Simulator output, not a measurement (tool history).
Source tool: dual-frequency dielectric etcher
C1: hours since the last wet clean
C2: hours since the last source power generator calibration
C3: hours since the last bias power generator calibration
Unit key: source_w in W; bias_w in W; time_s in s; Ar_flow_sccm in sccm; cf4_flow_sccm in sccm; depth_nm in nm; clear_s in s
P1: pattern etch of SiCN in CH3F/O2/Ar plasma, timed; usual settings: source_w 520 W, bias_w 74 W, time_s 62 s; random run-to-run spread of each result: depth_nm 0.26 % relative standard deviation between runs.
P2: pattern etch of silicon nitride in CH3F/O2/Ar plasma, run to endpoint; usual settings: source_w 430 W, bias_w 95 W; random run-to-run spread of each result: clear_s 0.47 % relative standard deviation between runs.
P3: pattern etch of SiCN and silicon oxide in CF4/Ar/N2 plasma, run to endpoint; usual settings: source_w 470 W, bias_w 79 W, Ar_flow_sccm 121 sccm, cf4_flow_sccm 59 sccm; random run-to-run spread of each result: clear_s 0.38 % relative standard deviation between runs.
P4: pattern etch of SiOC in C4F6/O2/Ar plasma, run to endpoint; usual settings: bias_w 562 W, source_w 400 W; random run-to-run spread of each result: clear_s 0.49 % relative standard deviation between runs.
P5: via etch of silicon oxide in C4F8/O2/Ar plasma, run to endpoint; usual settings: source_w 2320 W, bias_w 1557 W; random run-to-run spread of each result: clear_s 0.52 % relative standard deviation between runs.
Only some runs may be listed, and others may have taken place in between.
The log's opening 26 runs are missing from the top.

{"run": 27, "day": 15.017, "process": "P1", "source_w": 520, "bias_w": 103, "time_s": 62, "C1": 603.7, "C2": 3451.1, "C3": 1388.7, "depth_nm": 28.787}
{"run": 28, "day": 15.354, "process": "P1", "source_w": 520, "bias_w": 74, "time_s": 62, "C1": 611.8, "C2": 3459.2, "C3": 1396.8, "depth_nm": 25.418}
{"run": 29, "day": 16.092, "process": "P1", "source_w": 520, "bias_w": 74, "time_s": 62, "C1": 629.5, "C2": 3476.9, "C3": 1414.5, "depth_nm": 25.548}
{"run": 30, "day": 16.588, "process": "P1", "source_w": 520, "bias_w": 74, "time_s": 62, "C1": 641.4, "C2": 3488.8, "C3": 1426.4, "depth_nm": 25.358}
{"run": 31, "day": 17.088, "process": "P1", "source_w": 520, "bias_w": 74, "time_s": 62, "C1": 653.4, "C2": 3500.8, "C3": 1438.4, "depth_nm": 25.157}
{"run": 32, "day": 17.538, "process": "P1", "source_w": 520, "bias_w": 74, "time_s": 62, "C1": 664.2, "C2": 3511.6, "C3": 1449.2, "depth_nm": 25.107}
{"run": 33, "day": 17.962, "process": "P1", "source_w": 520, "bias_w": 74, "time_s": 62, "C1": 674.4, "C2": 3521.8, "C3": 1459.4, "depth_nm": 25.065}
{"day": 18.25, "done": "wet clean of the chamber"}
{"run": 34, "day": 18.571, "process": "P1", "source_w": 520, "bias_w": 74, "time_s": 62, "C1": 7.8, "C2": 3536.4, "C3": 1474, "depth_nm": 24.96}

Run 35 comes next. What will it give?
{"run": 35, "day": 19.0, "process": "P1", "source_w": 520, "bias_w": 74, "time_s": 62, "C1": 18.1, "C2": 3546.7, "C3": 1484.3, "depth_nm": "?"}

{"run 35": {"depth_nm": 25.066}}
